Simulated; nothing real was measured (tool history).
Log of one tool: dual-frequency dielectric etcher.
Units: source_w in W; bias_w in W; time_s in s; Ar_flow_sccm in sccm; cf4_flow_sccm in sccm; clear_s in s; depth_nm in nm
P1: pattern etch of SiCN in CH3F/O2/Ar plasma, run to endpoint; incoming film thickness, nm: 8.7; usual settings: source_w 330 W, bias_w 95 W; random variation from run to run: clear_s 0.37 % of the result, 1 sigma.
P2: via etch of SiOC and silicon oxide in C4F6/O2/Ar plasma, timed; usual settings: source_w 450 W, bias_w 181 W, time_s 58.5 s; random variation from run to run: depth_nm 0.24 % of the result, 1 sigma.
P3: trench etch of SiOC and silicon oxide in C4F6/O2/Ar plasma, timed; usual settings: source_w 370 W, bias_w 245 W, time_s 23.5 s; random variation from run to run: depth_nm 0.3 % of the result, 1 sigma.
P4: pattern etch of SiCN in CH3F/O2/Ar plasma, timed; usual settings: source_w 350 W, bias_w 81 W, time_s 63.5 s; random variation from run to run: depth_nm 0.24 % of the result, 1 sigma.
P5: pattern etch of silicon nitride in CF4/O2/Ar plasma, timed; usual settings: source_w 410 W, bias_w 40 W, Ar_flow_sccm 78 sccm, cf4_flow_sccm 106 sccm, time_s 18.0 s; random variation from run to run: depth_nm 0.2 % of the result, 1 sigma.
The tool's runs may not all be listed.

| run | day | process | source_w | bias_w | time_s | Ar_flow_sccm | cf4_flow_sccm | clear_s | depth_nm |
|---|---|---|---|---|---|---|---|---|---|
| 1 | 0.471 | P1 | 330 | 95 |  |  |  | 22.672 |  |
| 2 | 1.121 | P4 | 350 | 81 | 40.0 |  |  |  | 15.274 |
| 3 | 1.717 | P4 | 350 | 81 | 63.5 |  |  |  | 24.253 |
| 4 | 2.308 | P5 | 410 | 51 | 18.0 | 78 | 106 |  | 29.810 |
| 5 | 2.721 | P5 | 410 | 40 | 18.0 | 110 | 106 |  | 26.156 |
| 6 | 3.212 | P1 | 330 | 95 |  |  |  | 22.706 |  |
| 7 | 3.758 | P3 | 370 | 245 | 32.5 |  |  |  | 68.105 |
| 8 | 4.400 | P2 | 450 | 252 | 58.5 |  |  |  | 77.786 |
| 9 | 4.738 | P5 | 410 | 40 | 18.0 | 78 | 126 |  | 27.875 |
| 10 | 5.212 | P2 | 450 | 181 | 84.0 |  |  |  | 100.260 |
| 11 | 5.746 | P1 | 330 | 95 |  |  |  | 22.712 |  |
| 12 | 6.362 | P1 | 420 | 117 |  |  |  | 19.144 |  |
| 13 | 7.033 | P1 | 330 | 95 |  |  |  | 22.568 |  |
| 14 | 7.604 | P1 | 420 | 115 |  |  |  | 19.302 |  |
| 15 | 8.075 | P3 | 470 | 245 | 23.5 |  |  |  | 53.859 |
| 16 | 8.658 | P4 | 350 | 57 | 63.5 |  |  |  | 21.522 |
| 17 | 8.988 | P1 | 330 | 124 |  |  |  | 20.509 |  |
|  | 9.042 | wet clean of the chamber |
|  | 9.117 | source power generator calibrated |
| 18 | 9.608 | P1 | 230 | 63 |  |  |  | 30.091 |  |
| 19 | 10.046 | P1 | 220 | 95 |  |  |  | 26.251 |  |
| 20 | 10.517 | P2 | 620 | 181 | 58.5 |  |  |  | 79.254 |
| 21 | 11.154 | P1 | 330 | 65 |  |  |  | 26.168 |  |
| 22 | 11.817 | P5 | 410 | 40 | 18.0 | 78 | 106 |  | 27.245 |
| 23 | 12.346 | P2 | 450 | 181 | 58.5 |  |  |  | 69.721 |
|  | 12.625 | bias power generator calibrated |
| 24 | 12.850 | P1 | 330 | 95 |  |  |  | 22.611 |  |
| 25 | 13.304 | P2 | 450 | 181 | 58.5 |  |  |  | 69.689 |
| 26 | 13.829 | P4 | 210 | 81 | 63.5 |  |  |  | 20.085 |
| 27 | 14.433 | P3 | 370 | 330 | 23.5 |  |  |  | 54.897 |
| 28 | 14.892 | P3 | 370 | 245 | 23.5 |  |  |  | 49.272 |
| 29 | 15.242 | P5 | 410 | 40 | 10.5 | 78 | 106 |  | 15.845 |
| 30 | 15.562 | P1 | 330 | 95 |  |  |  | 22.801 |  |
| 31 | 16.000 | P5 | 260 | 40 | 18.0 | 78 | 106 |  | 18.256 |
| 32 | 16.633 | P1 | 390 | 95 |  |  |  | 21.226 |  |
| 33 | 17.138 | P1 | 330 | 95 |  |  |  | 22.488 |  |
| 34 | 17.571 | P1 | 330 | 95 |  |  |  | 22.612 |  |
| 35 | 18.221 | P1 | 330 | 95 |  |  |  | 23.106 |  |
|  | 18.775 | wet clean of the chamber |
| 36 | 18.879 | P1 | 330 | 95 |  |  |  | 22.999 |  |
| 37 | 19.321 | P1 | 330 | 95 |  |  |  | 22.934 |  |
| 38 | 19.983 | P1 | 330 | 95 |  |  |  | 23.111 |  |
| 39 | 20.333 | P1 | 330 | 95 |  |  |  | 23.071 |  |
| 40 | 20.946 | P1 | 330 | 95 |  |  |  | 22.885 |  |

What P1 gives has crept away from where it was. These 2 causes fit the log equally well, each at the size given:
A: bias power that arrives under what is set, % = 4.75
B: source power that arrives under what is set, % = 4.85
The creep began at about day 17.138.
Why every other cause is out:
chamber walls in a state that lowers the etch rate, %: serviced at day 18.775, which brought nothing back

4 check runs are offered, one wafer each, their results left as question marks. Which one tells the causes apart?
| check 1 | 21.558 | P5 | 410 | 48 | 18.0 | 96 | 106 |  | ? |
| check 2 | 21.558 | P4 | 240 | 66 | 63.5 |  |  |  | ? |
| check 3 | 21.558 | P3 | 370 | 323 | 23.5 |  |  |  | ? |
| check 4 | 21.558 | P2 | 450 | 221 | 58.5 |  |  |  | ? |

What each check would give under each cause:
| check | result | if A | if B |
|---|---|---|---|
| check 1 | depth_nm | 27.893 | 27.195 |
| check 2 | depth_nm | 19.236 | 19.214 |
| check 3 | depth_nm | 53.238 | 53.161 |
| check 4 | depth_nm | 73.335 | 73.119 |
How far apart the two closest causes lie, in the result that separates them most: check 1 2.53 %; check 2 0.11 %; check 3 0.15 %; check 4 0.29 %
Check 1 tells the causes apart: in the others they would give nearly the same result.

Then check 1 was run and gave: depth_nm 27.842 nm. Which cause is it?

It is A: bias power that arrives under what is set, %.
